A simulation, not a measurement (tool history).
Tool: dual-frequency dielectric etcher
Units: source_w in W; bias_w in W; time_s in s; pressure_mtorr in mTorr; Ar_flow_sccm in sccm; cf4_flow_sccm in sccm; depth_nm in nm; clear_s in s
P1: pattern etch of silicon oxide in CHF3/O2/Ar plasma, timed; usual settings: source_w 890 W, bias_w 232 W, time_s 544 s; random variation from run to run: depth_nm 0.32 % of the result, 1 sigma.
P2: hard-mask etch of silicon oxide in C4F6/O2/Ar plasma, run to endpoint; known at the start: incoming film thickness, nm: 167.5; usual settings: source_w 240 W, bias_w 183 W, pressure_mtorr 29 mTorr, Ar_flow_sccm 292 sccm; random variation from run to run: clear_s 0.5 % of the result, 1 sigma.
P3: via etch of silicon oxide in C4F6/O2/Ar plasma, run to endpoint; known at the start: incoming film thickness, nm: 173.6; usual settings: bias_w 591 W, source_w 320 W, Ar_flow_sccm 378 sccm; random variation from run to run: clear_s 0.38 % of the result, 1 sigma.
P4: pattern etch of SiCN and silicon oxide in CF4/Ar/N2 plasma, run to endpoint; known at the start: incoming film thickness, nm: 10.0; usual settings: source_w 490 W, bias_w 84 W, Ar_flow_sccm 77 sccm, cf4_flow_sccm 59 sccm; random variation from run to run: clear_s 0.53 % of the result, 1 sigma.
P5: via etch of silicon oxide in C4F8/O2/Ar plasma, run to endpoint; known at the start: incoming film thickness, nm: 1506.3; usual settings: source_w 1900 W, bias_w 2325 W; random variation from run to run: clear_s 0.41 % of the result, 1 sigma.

run   hour  process  source_w  bias_w  time_s  pressure_mtorr  Ar_flow_sccm  cf4_flow_sccm  depth_nm  clear_s
  1    5.2       P1       890     232     544                                                 1407.3
  2   10.5       P1       890     232     409                                                 1053.1
  3   18.8       P1       540     232     544                                                 1155.5
  4   23.2       P1       890     232     544                                                 1394.8
  5   29.6       P2       240     183                      29           292                            63.788
  6   34.1       P3       320     591                                   378                            39.174
  7   40.4       P5      1900    3103                                                                  261.77
  8   45.4       P3       320     405                                   378                            45.067
  9   50.3       P1       890     322     544                                                 1567.7
 10   58.2       P1       890     144   791.5                                                 1742.2
 11   62.6       P3       240     591                                   378                            43.245
 12   66.9       P2       240     240                      29           292                            57.961
 13   74.8       P2       240     183                      29           409                             65.87
 14   80.6       P1       890     232     800                                                 2062.6
 15     86       P1       890     232     544                                                 1400.3
 16   93.6       P1       740     280     544                                                 1389.3
 17  101.5       P1      1060     321     544                                                 1680.5
 18  108.1       P1      1060     232     544                                                 1491.6
 19  114.4       P3       320     591                                   378                            39.205
 20  121.4       P1       890     232     544                                                   1398
 21  130.3       P1       890     232     544                                                 1393.9
 22  134.7       P4       490      84                                    77             59             9.9399

Forecast run 23:
 23  139.1       P5      1900    2325                                                                       ?

clear_s: 285.3 s

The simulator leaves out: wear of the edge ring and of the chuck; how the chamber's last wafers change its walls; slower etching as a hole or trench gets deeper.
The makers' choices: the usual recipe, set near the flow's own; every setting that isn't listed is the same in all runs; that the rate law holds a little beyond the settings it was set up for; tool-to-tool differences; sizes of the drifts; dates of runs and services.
